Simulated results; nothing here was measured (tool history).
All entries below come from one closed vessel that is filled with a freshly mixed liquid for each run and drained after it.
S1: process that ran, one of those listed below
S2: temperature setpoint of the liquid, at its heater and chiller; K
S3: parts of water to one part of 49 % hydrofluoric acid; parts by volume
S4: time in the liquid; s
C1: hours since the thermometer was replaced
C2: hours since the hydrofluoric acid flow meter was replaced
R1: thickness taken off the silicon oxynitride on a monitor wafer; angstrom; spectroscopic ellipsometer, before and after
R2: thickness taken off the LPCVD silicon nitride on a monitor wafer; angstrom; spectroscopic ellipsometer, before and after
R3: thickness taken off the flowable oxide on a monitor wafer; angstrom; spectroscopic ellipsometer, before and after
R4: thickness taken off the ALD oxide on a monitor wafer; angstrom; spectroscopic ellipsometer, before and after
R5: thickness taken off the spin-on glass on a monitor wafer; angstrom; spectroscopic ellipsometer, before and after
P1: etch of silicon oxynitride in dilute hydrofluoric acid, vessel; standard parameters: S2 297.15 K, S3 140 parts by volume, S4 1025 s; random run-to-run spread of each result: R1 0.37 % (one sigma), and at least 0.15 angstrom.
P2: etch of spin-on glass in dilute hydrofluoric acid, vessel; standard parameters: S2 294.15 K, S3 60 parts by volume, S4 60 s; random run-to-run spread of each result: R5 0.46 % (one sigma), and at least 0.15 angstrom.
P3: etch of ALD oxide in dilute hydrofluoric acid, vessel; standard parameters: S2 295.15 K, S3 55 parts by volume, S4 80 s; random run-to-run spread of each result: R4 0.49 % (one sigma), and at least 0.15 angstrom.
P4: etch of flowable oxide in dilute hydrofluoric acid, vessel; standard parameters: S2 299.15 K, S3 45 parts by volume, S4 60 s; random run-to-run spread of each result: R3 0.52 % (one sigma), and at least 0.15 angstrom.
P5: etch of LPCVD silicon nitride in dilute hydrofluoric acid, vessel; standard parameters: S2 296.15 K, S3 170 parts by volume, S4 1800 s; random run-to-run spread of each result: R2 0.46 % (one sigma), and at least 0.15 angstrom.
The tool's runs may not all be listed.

run	hour	S1	S2	S3	S4	C1	C2	R1	R2	R3	R4	R5
1	7.0	P1	297.15	140	1025	862.7	320.8	334.890				
2	17.4	P5	296.15	170	1800	873.1	331.2		47.299			
3	28.5	P1	297.15	140	175	884.2	342.3	56.919				
4	42.2	P5	296.15	170	395	897.9	356.0		10.510			
5	53.4	P4	299.15	45	60	909.1	367.2			764.14		
6	64.3	P4	299.15	45	30	920.0	378.1			376.67		
7	78.8	P3	295.15	95	80	934.5	392.6				101.27	
8	93.7	P5	290.15	170	1800	949.4	407.5		31.577			
# hour 100.4: thermometer replaced
9	104.9	P1	301.65	140	1025	4.5	418.7	408.120				
10	115.7	P1	297.15	140	1025	15.3	429.5	333.990				
11	125.6	P2	294.15	60	60	25.2	439.4					284.92
12	138.6	P4	299.15	60	60	38.2	452.4			553.47		
13	148.0	P1	297.15	140	1025	47.6	461.8	332.920				
14	158.2	P1	297.15	250	1780	57.8	472.0	296.420				
15	172.0	P2	294.15	25	60	71.6	485.8					713.18
16	179.6	P1	297.15	140	1025	79.2	493.4	332.420				
17	193.3	P4	303.65	45	60	92.9	507.1			906.63		
18	205.7	P3	295.15	55	120	105.3	519.5				275.56	
19	217.1	P2	294.15	60	105	116.7	530.9					501.41
20	228.9	P1	290.15	140	1025	128.5	542.7	238.150				
21	243.2	P4	299.15	45	60	142.8	557.0			756.10		
22	251.3	P1	297.15	240	1025	150.9	565.1	180.880				
23	264.9	P2	294.15	60	60	164.5	578.7					284.09
24	276.3	P2	298.65	60	60	175.9	590.1					344.58
25	287.3	P1	297.15	140	1025	186.9	601.1	333.970				
26	296.6	P1	297.15	75	1025	196.2	610.4	657.370				
27	304.1	P3	290.15	55	80	203.7	617.9				148.92	
28	314.2	P5	296.15	275	1800	213.8	628.0		29.254			
29	325.9	P1	297.15	140	1575	225.5	639.7	510.860				
30	333.3	P1	290.65	140	1810	232.9	647.1	432.620				
31	344.0	P3	295.15	55	80	243.6	657.8				184.03	
32	352.7	P1	297.15	195	2005	252.3	666.5	450.100				
33	359.7	P1	297.15	140	1025	259.3	673.5	333.770				
34	369.2	P1	297.15	140	1025	268.8	683.0	324.790				
35	379.8	P1	297.15	140	1025	279.4	693.6	316.830				
36	392.6	P1	297.15	140	1025	292.2	706.4	313.810				
37	401.5	P1	297.15	140	1025	301.1	715.3	314.120				
38	415.7	P1	297.15	140	1025	315.3	729.5	310.900				

For run 39, what comes out?
39	425.4	P1	297.15	140	1025	325.0	739.2	?				

R1: 308.530 angstrom
